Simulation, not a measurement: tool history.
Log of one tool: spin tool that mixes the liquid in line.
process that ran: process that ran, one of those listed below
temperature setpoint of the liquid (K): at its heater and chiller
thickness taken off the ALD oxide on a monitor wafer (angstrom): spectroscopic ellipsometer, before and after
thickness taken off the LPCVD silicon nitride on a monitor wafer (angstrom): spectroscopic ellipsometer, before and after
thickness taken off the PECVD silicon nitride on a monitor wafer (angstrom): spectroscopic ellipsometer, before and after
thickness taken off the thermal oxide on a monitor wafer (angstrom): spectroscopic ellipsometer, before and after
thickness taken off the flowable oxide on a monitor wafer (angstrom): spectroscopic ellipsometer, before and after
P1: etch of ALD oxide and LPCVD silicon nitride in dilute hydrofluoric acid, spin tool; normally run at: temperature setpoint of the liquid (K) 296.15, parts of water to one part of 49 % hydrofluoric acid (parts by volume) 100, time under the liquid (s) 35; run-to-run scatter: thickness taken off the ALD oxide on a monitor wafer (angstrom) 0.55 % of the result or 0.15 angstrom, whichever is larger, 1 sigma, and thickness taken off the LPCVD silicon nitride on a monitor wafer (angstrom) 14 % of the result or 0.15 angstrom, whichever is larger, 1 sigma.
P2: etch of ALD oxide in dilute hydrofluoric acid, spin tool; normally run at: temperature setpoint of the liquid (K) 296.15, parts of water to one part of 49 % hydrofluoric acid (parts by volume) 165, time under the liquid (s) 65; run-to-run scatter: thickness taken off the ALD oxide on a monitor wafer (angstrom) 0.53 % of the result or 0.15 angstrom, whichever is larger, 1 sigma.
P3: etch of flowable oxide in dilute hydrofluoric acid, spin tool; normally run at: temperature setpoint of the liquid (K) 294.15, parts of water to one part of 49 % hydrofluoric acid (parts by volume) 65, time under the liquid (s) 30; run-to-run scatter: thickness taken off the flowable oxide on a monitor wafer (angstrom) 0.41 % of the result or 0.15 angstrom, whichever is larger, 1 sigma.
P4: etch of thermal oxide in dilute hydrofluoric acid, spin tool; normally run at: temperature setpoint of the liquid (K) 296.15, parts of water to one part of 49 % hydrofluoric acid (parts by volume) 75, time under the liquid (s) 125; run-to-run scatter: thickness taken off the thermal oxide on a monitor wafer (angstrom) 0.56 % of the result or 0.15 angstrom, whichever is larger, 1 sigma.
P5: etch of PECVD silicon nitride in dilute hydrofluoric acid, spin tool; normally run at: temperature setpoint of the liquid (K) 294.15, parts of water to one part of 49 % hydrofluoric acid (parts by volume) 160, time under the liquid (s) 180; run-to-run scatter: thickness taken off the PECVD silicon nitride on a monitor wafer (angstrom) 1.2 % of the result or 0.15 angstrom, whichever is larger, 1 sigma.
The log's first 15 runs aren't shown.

run,hour,process that ran,temperature setpoint of the liquid (K),parts of water to one part of 49 % hydrofluoric acid (parts by volume),time under the liquid (s),hours since the thermometer was replaced,hours since the hydrofluoric acid flow meter was replaced,thickness taken off the ALD oxide on a monitor wafer (angstrom),thickness taken off the LPCVD silicon nitride on a monitor wafer (angstrom),thickness taken off the PECVD silicon nitride on a monitor wafer (angstrom),thickness taken off the thermal oxide on a monitor wafer (angstrom),thickness taken off the flowable oxide on a monitor wafer (angstrom)
16,171.4,P4,302.65,75,125,527.5,1362.4,,,,100.15,
17,182.8,P1,291.65,100,60,538.9,1373.8,89.446,1.7496,,,
18,197.4,P1,290.15,30,35,553.5,1388.4,175.35,2.7853,,,
19,205.4,P1,296.15,100,35,561.5,1396.4,62.282,1.1837,,,
20,213,P1,296.15,100,35,569.1,1404,62.479,1.1068,,,
21,221.8,P1,296.15,40,35,577.9,1412.8,167.58,2.792,,,
22,234.3,P3,294.15,65,50,590.4,1425.3,,,,,235.99
23,241.7,P4,296.15,75,125,597.8,1432.7,,,,78.424,
24,253.8,P3,302.15,65,30,609.9,1444.8,,,,,195.99
25,263.5,P5,294.15,160,345,619.6,1454.5,,,45.719,,
26,276.9,P4,296.15,75,220,633,1467.9,,,,136.66,
27,286.7,P5,294.15,90,180,642.8,1477.7,,,41.473,,
28,300.2,P1,296.15,100,15,656.3,1491.2,26.978,0.51745,,,
29,314.8,P5,290.15,160,180,670.9,1505.8,,,18.586,,
30,324.7,P1,292.15,100,35,680.8,1515.7,53.603,1.0836,,,
31,332.3,P2,296.15,165,65,688.4,1523.3,62.838,,,,
32,347.6,P2,296.15,90,65,703.7,1538.6,124.76,,,,

The next listed run, before its measurement:
33,361.1,P1,302.65,100,35,717.2,1552.1,?,?,,,

Run 33 gave thickness taken off the ALD oxide on a monitor wafer (angstrom) 80.538, thickness taken off the LPCVD silicon nitride on a monitor wafer (angstrom) 2.5731.
